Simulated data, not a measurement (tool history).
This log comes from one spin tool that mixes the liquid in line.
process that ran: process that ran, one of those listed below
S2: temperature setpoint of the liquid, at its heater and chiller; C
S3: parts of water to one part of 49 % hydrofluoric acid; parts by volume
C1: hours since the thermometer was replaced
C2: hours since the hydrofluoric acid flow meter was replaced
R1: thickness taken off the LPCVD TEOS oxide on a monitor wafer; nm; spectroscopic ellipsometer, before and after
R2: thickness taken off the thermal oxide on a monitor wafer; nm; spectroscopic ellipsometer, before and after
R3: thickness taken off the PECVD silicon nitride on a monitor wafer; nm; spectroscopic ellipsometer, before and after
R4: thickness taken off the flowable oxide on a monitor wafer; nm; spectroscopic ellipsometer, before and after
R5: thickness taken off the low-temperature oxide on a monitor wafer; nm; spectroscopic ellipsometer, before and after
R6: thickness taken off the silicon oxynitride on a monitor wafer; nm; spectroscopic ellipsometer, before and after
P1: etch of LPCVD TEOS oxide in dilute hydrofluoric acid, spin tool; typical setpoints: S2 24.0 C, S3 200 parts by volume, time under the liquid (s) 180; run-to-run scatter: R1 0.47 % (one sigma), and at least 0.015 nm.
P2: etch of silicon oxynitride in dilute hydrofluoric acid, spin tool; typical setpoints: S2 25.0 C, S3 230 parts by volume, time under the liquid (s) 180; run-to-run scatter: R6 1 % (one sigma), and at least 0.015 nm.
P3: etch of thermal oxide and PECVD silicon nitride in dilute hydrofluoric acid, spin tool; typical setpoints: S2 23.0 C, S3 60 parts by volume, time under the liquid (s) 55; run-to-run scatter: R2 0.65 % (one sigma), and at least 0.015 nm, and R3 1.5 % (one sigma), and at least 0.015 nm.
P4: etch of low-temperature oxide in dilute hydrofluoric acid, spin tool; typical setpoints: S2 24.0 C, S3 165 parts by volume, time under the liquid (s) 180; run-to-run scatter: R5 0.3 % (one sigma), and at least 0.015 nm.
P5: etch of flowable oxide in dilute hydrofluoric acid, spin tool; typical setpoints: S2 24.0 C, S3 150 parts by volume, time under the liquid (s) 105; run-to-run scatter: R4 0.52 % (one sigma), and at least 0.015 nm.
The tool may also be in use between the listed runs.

run 1 hour=7.4 | process_that_ran=P1 S2=24.0 S3=200 time_under_the_liquid_(s)=180 | C1=937.1 C2=349.1 | R1=24.5580
run 2 hour=12.7 | process_that_ran=P1 S2=24.0 S3=45 time_under_the_liquid_(s)=180 | C1=942.4 C2=354.4 | R1=130.7300
run 3 hour=21.1 | process_that_ran=P1 S2=24.0 S3=200 time_under_the_liquid_(s)=180 | C1=950.8 C2=362.8 | R1=24.3900
run 4 hour=28.6 | process_that_ran=P1 S2=24.0 S3=200 time_under_the_liquid_(s)=180 | C1=958.3 C2=370.3 | R1=24.5210
run 5 hour=36.2 | process_that_ran=P3 S2=23.0 S3=60 time_under_the_liquid_(s)=20 | C1=965.9 C2=377.9 | R2=1.5774 R3=0.54952
run 6 hour=41.6 | process_that_ran=P1 S2=24.0 S3=200 time_under_the_liquid_(s)=330 | C1=971.3 C2=383.3 | R1=44.7160
run 7 hour=50.1 | process_that_ran=P1 S2=24.0 S3=200 time_under_the_liquid_(s)=180 | C1=979.8 C2=391.8 | R1=24.4900
run 8 hour=55.6 | process_that_ran=P1 S2=29.0 S3=200 time_under_the_liquid_(s)=180 | C1=985.3 C2=397.3 | R1=29.3600
run 9 hour=64.8 | process_that_ran=P5 S2=24.0 S3=150 time_under_the_liquid_(s)=175 | C1=994.5 C2=406.5 | R4=42.515
run 10 hour=76.3 | process_that_ran=P4 S2=24.0 S3=245 time_under_the_liquid_(s)=180 | C1=1006.0 C2=418.0 | R5=10.5310
run 11 hour=83.7 | process_that_ran=P1 S2=24.0 S3=75 time_under_the_liquid_(s)=265 | C1=1013.4 C2=425.4 | R1=112.5800
run 12 hour=89.4 | process_that_ran=P2 S2=30.5 S3=230 time_under_the_liquid_(s)=180 | C1=1019.1 C2=431.1 | R6=3.4132
run 13 hour=94.9 | process_that_ran=P1 S2=17.0 S3=200 time_under_the_liquid_(s)=180 | C1=1024.6 C2=436.6 | R1=18.5440
run 14 hour=106.7 | process_that_ran=P4 S2=32.0 S3=165 time_under_the_liquid_(s)=180 | C1=1036.4 C2=448.4 | R5=22.6930
run 15 hour=113.1 | process_that_ran=P1 S2=17.0 S3=330 time_under_the_liquid_(s)=180 | C1=1042.8 C2=454.8 | R1=10.0570
run 16 hour=122.7 | process_that_ran=P5 S2=24.0 S3=150 time_under_the_liquid_(s)=105 | C1=1052.4 C2=464.4 | R4=25.165
run 17 hour=129.6 | process_that_ran=P1 S2=24.0 S3=330 time_under_the_liquid_(s)=180 | C1=1059.3 C2=471.3 | R1=12.9470
run 18 hour=138.5 | process_that_ran=P3 S2=23.0 S3=60 time_under_the_liquid_(s)=55 | C1=1068.2 C2=480.2 | R2=4.3291 R3=1.50340
run 19 hour=146.4 | process_that_ran=P1 S2=24.0 S3=200 time_under_the_liquid_(s)=180 | C1=1076.1 C2=488.1 | R1=24.3610
run 20 hour=156.0 | process_that_ran=P2 S2=25.0 S3=230 time_under_the_liquid_(s)=180 | C1=1085.7 C2=497.7 | R6=2.6967
run 21 hour=163.0 | process_that_ran=P4 S2=24.0 S3=165 time_under_the_liquid_(s)=70 | C1=1092.7 C2=504.7 | R5=6.5779
run 22 hour=174.2 | process_that_ran=P3 S2=23.0 S3=60 time_under_the_liquid_(s)=55 | C1=1103.9 C2=515.9 | R2=4.3428 R3=1.54820
run 23 hour=185.3 | process_that_ran=P3 S2=17.0 S3=60 time_under_the_liquid_(s)=55 | C1=1115.0 C2=527.0 | R2=3.3353 R3=0.95560
run 24 hour=192.4 | process_that_ran=P4 S2=24.0 S3=165 time_under_the_liquid_(s)=180 | C1=1122.1 C2=534.1 | R5=16.9700
run 25 hour=202.0 | process_that_ran=P3 S2=23.0 S3=95 time_under_the_liquid_(s)=55 | C1=1131.7 C2=543.7 | R2=2.6081 R3=0.98374
run 26 hour=207.7 | process_that_ran=P2 S2=25.0 S3=230 time_under_the_liquid_(s)=100 | C1=1137.4 C2=549.4 | R6=1.5134
run 27 hour=215.4 | process_that_ran=P1 S2=24.0 S3=200 time_under_the_liquid_(s)=70 | C1=1145.1 C2=557.1 | R1=9.4848
run 28 hour=225.9 | process_that_ran=P2 S2=25.0 S3=370 time_under_the_liquid_(s)=180 | C1=1155.6 C2=567.6 | R6=1.5147
run 29 hour=235.2 | process_that_ran=P5 S2=24.0 S3=240 time_under_the_liquid_(s)=105 | C1=1164.9 C2=576.9 | R4=14.518
run 30 hour=243.6 | process_that_ran=P5 S2=17.0 S3=150 time_under_the_liquid_(s)=105 | C1=1173.3 C2=585.3 | R4=19.268
run 31 hour=253.0 | process_that_ran=P1 S2=24.0 S3=200 time_under_the_liquid_(s)=180 | C1=1182.7 C2=594.7 | R1=24.5470
run 32 hour=261.5 | process_that_ran=P1 S2=24.0 S3=200 time_under_the_liquid_(s)=180 | C1=1191.2 C2=603.2 | R1=24.8830
run 33 hour=270.1 | process_that_ran=P1 S2=24.0 S3=200 time_under_the_liquid_(s)=180 | C1=1199.8 C2=611.8 | R1=25.0910
run 34 hour=278.9 | process_that_ran=P1 S2=24.0 S3=200 time_under_the_liquid_(s)=180 | C1=1208.6 C2=620.6 | R1=25.4040
run 35 hour=287.8 | process_that_ran=P1 S2=24.0 S3=200 time_under_the_liquid_(s)=180 | C1=1217.5 C2=629.5 | R1=25.9290
run 36 hour=295.3 | process_that_ran=P1 S2=24.0 S3=200 time_under_the_liquid_(s)=180 | C1=1225.0 C2=637.0 | R1=25.5910
run 37 hour=301.9 | process_that_ran=P1 S2=24.0 S3=200 time_under_the_liquid_(s)=180 | C1=1231.6 C2=643.6 | R1=25.5690
run 38 hour=312.1 | process_that_ran=P1 S2=24.0 S3=200 time_under_the_liquid_(s)=180 | C1=1241.8 C2=653.8 | R1=25.6370
run 39 hour=323.1 | process_that_ran=P1 S2=24.0 S3=200 time_under_the_liquid_(s)=180 | C1=1252.8 C2=664.8 | R1=25.8910
run 40 hour=329.1 | process_that_ran=P1 S2=24.0 S3=200 time_under_the_liquid_(s)=180 | C1=1258.8 C2=670.8 | R1=25.8130
run 41 hour=338.7 | process_that_ran=P1 S2=24.0 S3=200 time_under_the_liquid_(s)=180 | C1=1268.4 C2=680.4 | R1=25.7620
run 42 hour=348.8 | process_that_ran=P1 S2=24.0 S3=200 time_under_the_liquid_(s)=180 | C1=1278.5 C2=690.5 | R1=26.1070

Compared with where it was, what P1 gives has crept away. Each cause listed below fits the log as well as the rest, at the size given for it:
A: liquid hotter than its thermometer reads (K) = 1.55
B: hydrofluoric acid flow above the setpoint (%) = 4.78
The onset of the drift is placed at about hour 253.0.

Which of the check runs below tells the causes apart, meaning the causes would give it clearly different results? Each run uses 5 wafers whose results are averaged, and each result is shown as a question mark.
run check 1 hour=358.9 | process_that_ran=P4 S2=30.5 S3=165 time_under_the_liquid_(s)=75 | R5=?
run check 2 hour=358.9 | process_that_ran=P3 S2=20.0 S3=60 time_under_the_liquid_(s)=55 | R2=? R3=?
run check 3 hour=358.9 | process_that_ran=P5 S2=17.0 S3=230 time_under_the_liquid_(s)=105 | R4=?
run check 4 hour=358.9 | process_that_ran=P2 S2=29.5 S3=230 time_under_the_liquid_(s)=180 | R6=?

Predicted outcomes, by check and by cause:
check=check_1 result=R5 if_A=9.4663 if_B=9.4875
check=check_2 result=R2 if_A=4.1034 if_B=4.0424
check=check_2 result=R3 if_A=1.36380 if_B=1.28300
check=check_3 result=R4 if_A=12.418 if_B=12.365
check=check_4 result=R6 if_A=3.4553 if_B=3.4284
Smallest distance between any two causes, each pair judged by its most separating result, in per cent: check 1 0.22 %; check 2 6.11 %; check 3 0.43 %; check 4 0.78 %
Check 2 distinguishes between the causes, while the remaining checks would return nearly the same result for all of them.

Then check 2 was run and gave: R2 4.0965 nm; R3 1.35720 nm. Which cause is it?

The cause is A: liquid hotter than its thermometer reads (K).
